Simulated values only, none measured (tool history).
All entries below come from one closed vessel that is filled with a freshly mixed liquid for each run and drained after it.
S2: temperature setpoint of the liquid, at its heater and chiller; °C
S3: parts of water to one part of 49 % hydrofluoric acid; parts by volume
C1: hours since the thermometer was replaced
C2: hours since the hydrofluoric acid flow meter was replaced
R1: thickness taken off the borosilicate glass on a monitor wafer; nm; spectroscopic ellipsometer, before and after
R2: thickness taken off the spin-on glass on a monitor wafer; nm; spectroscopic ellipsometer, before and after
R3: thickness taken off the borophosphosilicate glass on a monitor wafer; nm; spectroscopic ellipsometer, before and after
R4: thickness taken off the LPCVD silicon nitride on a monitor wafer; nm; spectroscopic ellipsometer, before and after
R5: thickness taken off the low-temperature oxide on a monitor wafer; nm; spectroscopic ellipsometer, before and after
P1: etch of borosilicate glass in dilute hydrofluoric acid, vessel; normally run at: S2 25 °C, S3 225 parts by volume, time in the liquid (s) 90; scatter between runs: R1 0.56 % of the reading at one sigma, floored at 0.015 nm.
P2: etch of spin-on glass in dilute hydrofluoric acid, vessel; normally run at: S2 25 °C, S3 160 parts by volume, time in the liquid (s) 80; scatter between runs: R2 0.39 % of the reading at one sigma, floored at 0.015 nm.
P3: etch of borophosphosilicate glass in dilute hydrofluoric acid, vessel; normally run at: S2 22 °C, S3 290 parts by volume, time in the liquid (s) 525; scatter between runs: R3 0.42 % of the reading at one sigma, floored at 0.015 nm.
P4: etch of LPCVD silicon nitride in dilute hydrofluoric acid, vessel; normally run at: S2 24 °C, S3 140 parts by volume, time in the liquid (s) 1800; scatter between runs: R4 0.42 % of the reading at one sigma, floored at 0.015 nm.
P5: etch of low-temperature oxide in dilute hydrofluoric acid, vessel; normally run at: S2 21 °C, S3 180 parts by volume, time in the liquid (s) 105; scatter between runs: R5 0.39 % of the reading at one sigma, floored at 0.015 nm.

run 1 day=0.167 | process_that_ran=P1 S2=25 S3=225 time_in_the_liquid_(s)=90 | C1=985.8 C2=736.5 | R1=7.9158
run 2 day=0.338 | process_that_ran=P2 S2=32.5 S3=160 time_in_the_liquid_(s)=80 | C1=989.9 C2=740.6 | R2=18.951
run 3 day=0.533 | process_that_ran=P3 S2=28.5 S3=290 time_in_the_liquid_(s)=525 | C1=994.6 C2=745.3 | R3=69.991
run 4 day=0.675 | process_that_ran=P4 S2=31 S3=140 time_in_the_liquid_(s)=1800 | C1=998 C2=748.7 | R4=11.776
run 5 day=0.804 | process_that_ran=P1 S2=25 S3=225 time_in_the_liquid_(s)=90 | C1=1001.1 C2=751.8 | R1=7.9621
run 6 day=1.033 | process_that_ran=P5 S2=21 S3=75 time_in_the_liquid_(s)=105 | C1=1006.6 C2=757.3 | R5=17.517
run 7 day=1.238 | process_that_ran=P5 S2=28 S3=180 time_in_the_liquid_(s)=105 | C1=1011.5 C2=762.2 | R5=8.4974
run 8 day=1.45 | process_that_ran=P4 S2=24 S3=140 time_in_the_liquid_(s)=1800 | C1=1016.6 C2=767.3 | R4=7.5711
run 9 day=1.642 | process_that_ran=P4 S2=24 S3=140 time_in_the_liquid_(s)=3325 | C1=1021.2 C2=771.9 | R4=13.975
run 10 day=1.796 | process_that_ran=P3 S2=22 S3=290 time_in_the_liquid_(s)=870 | C1=1024.9 C2=775.6 | R3=92.531
run 11 day=1.946 | process_that_ran=P1 S2=18 S3=225 time_in_the_liquid_(s)=90 | C1=1028.5 C2=779.2 | R1=6.1722
run 12 day=2.121 | process_that_ran=P5 S2=21 S3=180 time_in_the_liquid_(s)=155 | C1=1032.7 C2=783.4 | R5=9.5973
run 13 day=2.317 | process_that_ran=P3 S2=22 S3=60 time_in_the_liquid_(s)=525 | C1=1037.4 C2=788.1 | R3=344.56
run 14 day=2.55 | process_that_ran=P1 S2=31.5 S3=225 time_in_the_liquid_(s)=90 | C1=1043 C2=793.7 | R1=9.921
run 15 day=2.729 | process_that_ran=P3 S2=22 S3=290 time_in_the_liquid_(s)=525 | C1=1047.3 C2=798 | R3=56
run 16 day=2.879 | process_that_ran=P1 S2=25 S3=345 time_in_the_liquid_(s)=30 | C1=1050.9 C2=801.6 | R1=1.5511
run 17 day=2.983 | process_that_ran=P2 S2=25 S3=160 time_in_the_liquid_(s)=30 | C1=1053.4 C2=804.1 | R2=5.4213
run 18 day=3.121 | process_that_ran=P1 S2=25 S3=135 time_in_the_liquid_(s)=90 | C1=1056.7 C2=807.4 | R1=14.758
run 19 day=3.308 | process_that_ran=P4 S2=24 S3=45 time_in_the_liquid_(s)=1800 | C1=1061.2 C2=811.9 | R4=22.936
run 20 day=3.433 | process_that_ran=P1 S2=18.5 S3=225 time_in_the_liquid_(s)=30 | C1=1064.2 C2=814.9 | R1=2.0395
run 21 day=3.538 | process_that_ran=P1 S2=25 S3=225 time_in_the_liquid_(s)=90 | C1=1066.7 C2=817.4 | R1=7.9891
run 22 day=3.733 | process_that_ran=P5 S2=21 S3=180 time_in_the_liquid_(s)=105 | C1=1071.4 C2=822.1 | R5=6.5414
run 23 day=3.917 | process_that_ran=P1 S2=32.5 S3=225 time_in_the_liquid_(s)=150 | C1=1075.8 C2=826.5 | R1=17.181
run 24 day=4.079 | process_that_ran=P2 S2=25 S3=70 time_in_the_liquid_(s)=80 | C1=1079.7 C2=830.4 | R2=36.828
run 25 day=4.2 | process_that_ran=P1 S2=25 S3=225 time_in_the_liquid_(s)=90 | C1=1082.6 C2=833.3 | R1=7.9779
run 26 day=4.362 | process_that_ran=P2 S2=25 S3=160 time_in_the_liquid_(s)=80 | C1=1086.5 C2=837.2 | R2=14.326
run 27 day=4.483 | process_that_ran=P1 S2=25 S3=225 time_in_the_liquid_(s)=30 | C1=1089.4 C2=840.1 | R1=2.6469
run 28 day=4.704 | process_that_ran=P1 S2=25 S3=225 time_in_the_liquid_(s)=135 | C1=1094.7 C2=845.4 | R1=11.938
run 29 day=4.808 | process_that_ran=P1 S2=25 S3=225 time_in_the_liquid_(s)=90 | C1=1097.2 C2=847.9 | R1=8.0028
run 30 day=4.954 | process_that_ran=P5 S2=21 S3=180 time_in_the_liquid_(s)=105 | C1=1100.7 C2=851.4 | R5=6.4391
run 31 day=5.188 | process_that_ran=P4 S2=24 S3=140 time_in_the_liquid_(s)=1800 | C1=1106.3 C2=857 | R4=7.5433
run 32 day=5.375 | process_that_ran=P1 S2=25 S3=385 time_in_the_liquid_(s)=90 | C1=1110.8 C2=861.5 | R1=3.9251
run 33 day=5.529 | process_that_ran=P1 S2=25 S3=225 time_in_the_liquid_(s)=90 | C1=1114.5 C2=865.2 | R1=7.947
run 34 day=5.725 | process_that_ran=P1 S2=25 S3=225 time_in_the_liquid_(s)=90 | C1=1119.2 C2=869.9 | R1=7.6323
run 35 day=5.867 | process_that_ran=P1 S2=25 S3=225 time_in_the_liquid_(s)=90 | C1=1122.6 C2=873.3 | R1=7.5163
run 36 day=6.05 | process_that_ran=P1 S2=25 S3=225 time_in_the_liquid_(s)=90 | C1=1127 C2=877.7 | R1=7.4731
run 37 day=6.192 | process_that_ran=P1 S2=25 S3=225 time_in_the_liquid_(s)=90 | C1=1130.4 C2=881.1 | R1=7.3755
run 38 day=6.304 | process_that_ran=P1 S2=25 S3=225 time_in_the_liquid_(s)=90 | C1=1133.1 C2=883.8 | R1=7.4152
run 39 day=6.525 | process_that_ran=P1 S2=25 S3=225 time_in_the_liquid_(s)=90 | C1=1138.4 C2=889.1 | R1=7.398

P1 no longer gives what it gave before; its output has crept away from where it was. The following 2 causes, each at its listed size, fit the log equally well:
A: hydrofluoric acid flow below the setpoint (%) = 6.1
B: liquid colder than its thermometer reads (K) = 2.16
The onset of the drift is placed at about day 5.529.

Of the 4 check runs listed below, each run on one wafer and each result written as a question mark, which would let you distinguish the listed causes because they would give clearly different results?
run check 1 day=6.746 | process_that_ran=P2 S2=30.5 S3=160 time_in_the_liquid_(s)=50 | R2=?
run check 2 day=6.746 | process_that_ran=P5 S2=26 S3=180 time_in_the_liquid_(s)=105 | R5=?
run check 3 day=6.746 | process_that_ran=P3 S2=22 S3=165 time_in_the_liquid_(s)=525 | R3=?
run check 4 day=6.746 | process_that_ran=P4 S2=24 S3=70 time_in_the_liquid_(s)=1800 | R4=?

Check results expected under each cause:
check=check_1 result=R2 if_A=10.191 if_B=10.18
check=check_2 result=R5 if_A=7.2759 if_B=7.2482
check=check_3 result=R3 if_A=103.49 if_B=102.46
check=check_4 result=R4 if_A=14.065 if_B=12.938
How far apart the two closest causes lie, in the result that separates them most: check 1 0.11 %; check 2 0.38 %; check 3 1 %; check 4 8.35 %
The causes can be told apart only by check 4. The other checks would give nearly the same results under each of them.

Check 4 was then run and gave: R4 14.027 nm. Which cause is it?

Of the candidate causes, it is A: hydrofluoric acid flow below the setpoint (%).
